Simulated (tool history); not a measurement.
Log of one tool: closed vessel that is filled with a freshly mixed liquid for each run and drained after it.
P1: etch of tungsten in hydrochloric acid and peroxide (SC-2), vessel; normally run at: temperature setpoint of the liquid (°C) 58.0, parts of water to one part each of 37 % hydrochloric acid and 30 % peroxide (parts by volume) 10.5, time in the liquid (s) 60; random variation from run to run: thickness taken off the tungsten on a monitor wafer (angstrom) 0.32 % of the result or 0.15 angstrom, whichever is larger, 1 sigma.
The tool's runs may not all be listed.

run	hour	temperature setpoint of the liquid (°C)	parts of water to one part each of 37 % hydrochloric acid and 30 % peroxide (parts by volume)	time in the liquid (s)	hours since the thermometer was replaced	hours since the chemicals flow meter was replaced	hours since the drum of peroxide was connected	thickness taken off the tungsten on a monitor wafer (angstrom)
1	3.8	58.0	10.5	60	745.5	577.1	814.4	242.650
2	8.1	70.5	10.5	60	749.8	581.4	818.7	522.470
3	12.9	70.0	10.5	115	754.6	586.2	823.5	969.910
4	17.1	58.0	10.5	60	758.8	590.4	827.7	241.700
5	19.8	58.0	10.5	115	761.5	593.1	830.4	466.970
6	24.1	58.0	18.0	60	765.8	597.4	834.7	151.030
7	27.4	46.0	10.5	30	769.1	600.7	838.0	55.008
8	30.9	58.0	10.5	60	772.6	604.2	841.5	241.300
9	35.1	41.5	10.5	60	776.8	608.4	845.7	80.823
10	39.8	68.0	10.5	85	781.5	613.1	850.4	631.730
11	44.2	58.0	4.0	60	785.9	617.5	854.8	506.470
12	48.3	58.0	10.5	60	790.0	621.6	858.9	241.860
13	52.7	58.0	10.5	30	794.4	626.0	863.3	121.100
14	56.7	58.0	10.5	60	798.4	630.0	867.3	240.440
15	59.8	58.0	10.5	60	801.5	633.1	870.4	241.670
16	63.8	58.0	10.5	60	805.5	637.1	874.4	249.320
17	68.2	58.0	10.5	60	809.9	641.5	878.8	253.140
18	74.1	58.0	10.5	60	815.8	647.4	884.7	258.030
19	77.4	58.0	10.5	60	819.1	650.7	888.0	257.720
20	80.5	58.0	10.5	60	822.2	653.8	891.1	260.740
21	85.9	58.0	10.5	60	827.6	659.2	896.5	259.560
22	92.0	58.0	10.5	60	833.7	665.3	902.6	260.260
23	95.0	58.0	10.5	60	836.7	668.3	905.6	259.990
24	98.9	58.0	10.5	60	840.6	672.2	909.5	260.450

What P1 gives has crept away from where it was. These 2 causes fit the log equally well, each at the size given:
A: liquid hotter than its thermometer reads (K) = 1.19
B: chemicals flow above the setpoint (%) = 9.44
The creep began at about hour 59.8.
Why every other cause is out:
peroxide weaker than its label (%): at most 8, which would move thickness taken off the tungsten on a monitor wafer (angstrom) by -7.4 %: too little, or the wrong way

4 check runs are offered, one wafer each, their results left as question marks. Which one tells the causes apart?
check 1	102.8	58.0	10.5	90				?
check 2	102.8	69.5	10.5	110				?
check 3	102.8	42.0	4.0	60				?
check 4	102.8	45.0	10.5	60				?

What each check would give under each cause:
check	result	if A	if B
check 1	thickness taken off the tungsten on a monitor wafer (angstrom)	391.160	391.140
check 2	thickness taken off the tungsten on a monitor wafer (angstrom)	963.430	968.170
check 3	thickness taken off the tungsten on a monitor wafer (angstrom)	188.290	183.840
check 4	thickness taken off the tungsten on a monitor wafer (angstrom)	111.140	110.440
How far apart the two closest causes lie, in the result that separates them most: check 1 0 %; check 2 0.49 %; check 3 2.39 %; check 4 0.63 %
Check 3 tells the causes apart: in the others they would give nearly the same result.

Then check 3 was run and gave: thickness taken off the tungsten on a monitor wafer (angstrom) 188.150. Which cause is it?

It is A: liquid hotter than its thermometer reads (K).

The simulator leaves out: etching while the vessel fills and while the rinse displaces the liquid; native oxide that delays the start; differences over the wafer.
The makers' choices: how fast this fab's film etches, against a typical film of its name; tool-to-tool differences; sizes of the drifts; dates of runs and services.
